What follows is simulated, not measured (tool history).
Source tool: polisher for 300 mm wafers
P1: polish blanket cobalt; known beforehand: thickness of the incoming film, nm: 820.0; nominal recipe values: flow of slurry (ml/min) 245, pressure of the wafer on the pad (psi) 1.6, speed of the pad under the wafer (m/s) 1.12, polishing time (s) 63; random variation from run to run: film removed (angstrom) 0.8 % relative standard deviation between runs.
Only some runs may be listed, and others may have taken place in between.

run    day  flow of slurry (ml/min)  pressure of the wafer on the pad (psi)  speed of the pad under the wafer (m/s)  polishing time (s)  wafers polished on this pad  hours since the slurry nozzle was cleaned  hours since the head pressure was calibrated  film removed (angstrom)
  1  0.625                      245                                     1.6                                    1.12                  63                          647                                      185.8                                         298.3                   2596.2
  2  0.929                      245                                     1.6                                    1.12                  63                          764                                      193.1                                         305.6                   2610.8
  3  1.517                      145                                     1.6                                    1.12                  63                          992                                      207.2                                         319.7                   2442.9
  4  1.871                      355                                     1.6                                    1.12                  63                         1129                                      215.7                                         328.2                   2669.4
  5  2.558                      245                                     1.6                                    1.12                  63                         1395                                      232.2                                         344.7                   2632.3
  6  3.121                      245                                     1.6                                    1.12                  89                         1612                                      245.7                                         358.2                   3639.2
  7  3.442                      245                                     1.6                                     0.5                  63                         1736                                      253.4                                         365.9                   1156.4
  8  3.875                      245                                     1.1                                    1.12                  63                         1904                                      263.8                                         376.3                   1814.6
  9  4.467                      245                                     1.6                                    1.52                  63                         2133                                        278                                         390.5                   3507.4
 10  4.775                      245                                     2.6                                    1.12                  63                         2252                                      285.4                                         397.9                   4307.4
 11  5.079                      245                                     1.6                                    1.12                  28                         2370                                      292.7                                         405.2                   1151.8
 12  5.604                      245                                     1.6                                    1.12                  63                         2573                                      305.3                                         417.8                     2548
 13  6.017                      245                                     1.6                                    1.12                  63                         2732                                      315.2                                         427.7                   2624.7

What does the tool deliver on the next run?
 14  6.679                      245                                     1.6                                    1.12                  63                         2989                                      331.1                                         443.6                        ?

film removed (angstrom): 2588.4
